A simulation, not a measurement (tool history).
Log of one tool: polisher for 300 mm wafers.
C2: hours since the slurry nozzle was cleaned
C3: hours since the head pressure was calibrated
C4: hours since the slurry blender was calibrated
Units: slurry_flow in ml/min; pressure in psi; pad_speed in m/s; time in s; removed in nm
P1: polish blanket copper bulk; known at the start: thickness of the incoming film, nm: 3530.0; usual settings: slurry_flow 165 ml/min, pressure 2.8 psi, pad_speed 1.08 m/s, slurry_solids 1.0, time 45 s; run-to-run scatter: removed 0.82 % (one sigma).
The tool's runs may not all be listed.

{"run": 1, "day": 0.167, "slurry_flow": 165, "pressure": 2.8, "pad_speed": 1.08, "slurry_solids": 1.0, "time": 45, "wafers polished on this pad": 455, "C2": 158.7, "C3": 330.6, "C4": 234.8, "removed": 529.13}
{"run": 2, "day": 0.417, "slurry_flow": 165, "pressure": 2.8, "pad_speed": 1.08, "slurry_solids": 1.4, "time": 45, "wafers polished on this pad": 502, "C2": 164.7, "C3": 336.6, "C4": 240.8, "removed": 562.94}
{"run": 3, "day": 0.671, "slurry_flow": 165, "pressure": 2.8, "pad_speed": 1.08, "slurry_solids": 1.0, "time": 45, "wafers polished on this pad": 549, "C2": 170.8, "C3": 342.7, "C4": 246.9, "removed": 524.2}
{"run": 4, "day": 0.988, "slurry_flow": 265, "pressure": 2.8, "pad_speed": 1.08, "slurry_solids": 1.0, "time": 45, "wafers polished on this pad": 608, "C2": 178.4, "C3": 350.3, "C4": 254.5, "removed": 555.12}
{"run": 5, "day": 1.258, "slurry_flow": 165, "pressure": 4.4, "pad_speed": 1.08, "slurry_solids": 1.0, "time": 45, "wafers polished on this pad": 659, "C2": 184.9, "C3": 356.8, "C4": 261.0, "removed": 827.69}
{"run": 6, "day": 1.55, "slurry_flow": 165, "pressure": 1.3, "pad_speed": 1.08, "slurry_solids": 1.0, "time": 45, "wafers polished on this pad": 713, "C2": 191.9, "C3": 363.8, "C4": 268.0, "removed": 241.62}
{"run": 7, "day": 1.717, "slurry_flow": 165, "pressure": 2.8, "pad_speed": 1.52, "slurry_solids": 1.0, "time": 45, "wafers polished on this pad": 744, "C2": 195.9, "C3": 367.8, "C4": 272.0, "removed": 727.81}
{"day": 1.829, "done": "slurry blender recalibrated"}
{"run": 8, "day": 1.862, "slurry_flow": 165, "pressure": 2.8, "pad_speed": 1.08, "slurry_solids": 0.6, "time": 45, "wafers polished on this pad": 771, "C2": 199.4, "C3": 371.3, "C4": 0.9, "removed": 475.77}
{"run": 9, "day": 2.121, "slurry_flow": 165, "pressure": 2.8, "pad_speed": 1.08, "slurry_solids": 1.0, "time": 45, "wafers polished on this pad": 820, "C2": 205.6, "C3": 377.5, "C4": 7.1, "removed": 532.13}
{"run": 10, "day": 2.408, "slurry_flow": 165, "pressure": 2.8, "pad_speed": 1.08, "slurry_solids": 1.0, "time": 71, "wafers polished on this pad": 873, "C2": 212.5, "C3": 384.4, "C4": 14.0, "removed": 832.95}
{"run": 11, "day": 2.575, "slurry_flow": 165, "pressure": 3.9, "pad_speed": 1.08, "slurry_solids": 1.0, "time": 22, "wafers polished on this pad": 904, "C2": 216.5, "C3": 388.4, "C4": 18.0, "removed": 355.97}
{"run": 12, "day": 2.883, "slurry_flow": 165, "pressure": 2.8, "pad_speed": 0.48, "slurry_solids": 1.0, "time": 45, "wafers polished on this pad": 962, "C2": 223.9, "C3": 395.8, "C4": 25.4, "removed": 234.06}
{"run": 13, "day": 3.112, "slurry_flow": 100, "pressure": 2.8, "pad_speed": 1.08, "slurry_solids": 1.0, "time": 45, "wafers polished on this pad": 1005, "C2": 229.4, "C3": 401.3, "C4": 30.9, "removed": 467.85}
{"run": 14, "day": 3.321, "slurry_flow": 165, "pressure": 2.8, "pad_speed": 1.08, "slurry_solids": 1.0, "time": 24, "wafers polished on this pad": 1043, "C2": 234.4, "C3": 406.3, "C4": 35.9, "removed": 281.16}
{"run": 15, "day": 3.529, "slurry_flow": 165, "pressure": 2.8, "pad_speed": 1.08, "slurry_solids": 1.0, "time": 45, "wafers polished on this pad": 1082, "C2": 239.4, "C3": 411.3, "C4": 40.9, "removed": 530.71}
{"run": 16, "day": 3.688, "slurry_flow": 165, "pressure": 2.8, "pad_speed": 1.08, "slurry_solids": 1.0, "time": 45, "wafers polished on this pad": 1112, "C2": 243.2, "C3": 415.1, "C4": 44.7, "removed": 519.13}
{"run": 17, "day": 3.996, "slurry_flow": 165, "pressure": 2.8, "pad_speed": 1.08, "slurry_solids": 1.0, "time": 45, "wafers polished on this pad": 1169, "C2": 250.6, "C3": 422.5, "C4": 52.1, "removed": 518.32}
{"run": 18, "day": 4.183, "slurry_flow": 165, "pressure": 2.8, "pad_speed": 1.08, "slurry_solids": 1.0, "time": 45, "wafers polished on this pad": 1204, "C2": 255.1, "C3": 427.0, "C4": 56.6, "removed": 505.57}
{"run": 19, "day": 4.454, "slurry_flow": 165, "pressure": 2.8, "pad_speed": 1.08, "slurry_solids": 1.0, "time": 45, "wafers polished on this pad": 1255, "C2": 261.6, "C3": 433.5, "C4": 63.1, "removed": 500.94}
{"run": 20, "day": 4.708, "slurry_flow": 165, "pressure": 2.8, "pad_speed": 1.08, "slurry_solids": 1.0, "time": 45, "wafers polished on this pad": 1302, "C2": 267.7, "C3": 439.6, "C4": 69.2, "removed": 490.2}
{"run": 21, "day": 4.929, "slurry_flow": 165, "pressure": 2.8, "pad_speed": 1.08, "slurry_solids": 1.0, "time": 45, "wafers polished on this pad": 1343, "C2": 273.0, "C3": 444.9, "C4": 74.5, "removed": 482.3}
{"day": 5.083, "done": "worn pad replaced by a new one"}
{"run": 22, "day": 5.238, "slurry_flow": 165, "pressure": 2.8, "pad_speed": 1.08, "slurry_solids": 1.0, "time": 45, "wafers polished on this pad": 28, "C2": 280.4, "C3": 452.3, "C4": 81.9, "removed": 484.31}
{"run": 23, "day": 5.521, "slurry_flow": 165, "pressure": 2.8, "pad_speed": 1.08, "slurry_solids": 1.0, "time": 45, "wafers polished on this pad": 81, "C2": 287.2, "C3": 459.1, "C4": 88.7, "removed": 478.7}
{"day": 5.683, "done": "slurry blender recalibrated"}
{"run": 24, "day": 5.8, "slurry_flow": 165, "pressure": 2.8, "pad_speed": 1.08, "slurry_solids": 1.0, "time": 45, "wafers polished on this pad": 133, "C2": 293.9, "C3": 465.8, "C4": 2.9, "removed": 475.56}
{"run": 25, "day": 6.067, "slurry_flow": 165, "pressure": 2.8, "pad_speed": 1.08, "slurry_solids": 1.0, "time": 45, "wafers polished on this pad": 183, "C2": 300.3, "C3": 472.2, "C4": 9.3, "removed": 472.62}
{"run": 26, "day": 6.288, "slurry_flow": 165, "pressure": 2.8, "pad_speed": 1.08, "slurry_solids": 1.0, "time": 45, "wafers polished on this pad": 224, "C2": 305.6, "C3": 477.5, "C4": 14.6, "removed": 482.82}
{"run": 27, "day": 6.492, "slurry_flow": 165, "pressure": 2.8, "pad_speed": 1.08, "slurry_solids": 1.0, "time": 45, "wafers polished on this pad": 262, "C2": 310.5, "C3": 482.4, "C4": 19.5, "removed": 476.37}

What P1 gives has crept away from where it was. These 2 causes fit the log equally well, each at the size given:
A: slurry flow missing at the pad, % = 39.2
B: head's pressure below its setpoint, % = 9.47
The creep began at about day 3.688.
Why every other cause is out:
removal rate lost through wear of the pad, %: serviced at day 5.083, which brought nothing back
abrasive missing from the slurry, %: serviced at day 5.683, which brought nothing back

4 check runs are offered, each on 2 wafers whose results are averaged, their results left as question marks. Which one tells the causes apart?
{"run": "check 1", "day": 6.696, "slurry_flow": 165, "pressure": 2.8, "pad_speed": 1.08, "slurry_solids": 0.7, "time": 45, "removed": "?"}
{"run": "check 2", "day": 6.696, "slurry_flow": 165, "pressure": 2.8, "pad_speed": 1.52, "slurry_solids": 1.0, "time": 68, "removed": "?"}
{"run": "check 3", "day": 6.696, "slurry_flow": 105, "pressure": 2.8, "pad_speed": 1.08, "slurry_solids": 1.0, "time": 45, "removed": "?"}
{"run": "check 4", "day": 6.696, "slurry_flow": 165, "pressure": 1.4, "pad_speed": 1.08, "slurry_solids": 1.4, "time": 45, "removed": "?"}

What each check would give under each cause:
check=check_1 result=removed if_A=440.80 if_B=440.78
check=check_2 result=removed if_A=1010.30 if_B=1010.20
check=check_3 result=removed if_A=414.24 if_B=434.83
check=check_4 result=removed if_A=255.64 if_B=255.63
How far apart the two closest causes lie, in the result that separates them most: check 1 0 %; check 2 0 %; check 3 4.85 %; check 4 0 %
Check 3 tells the causes apart: in the others they would give nearly the same result.

Check 3 was then run and gave: removed 418.74 nm. Which cause is it?

It is A: slurry flow missing at the pad, %.

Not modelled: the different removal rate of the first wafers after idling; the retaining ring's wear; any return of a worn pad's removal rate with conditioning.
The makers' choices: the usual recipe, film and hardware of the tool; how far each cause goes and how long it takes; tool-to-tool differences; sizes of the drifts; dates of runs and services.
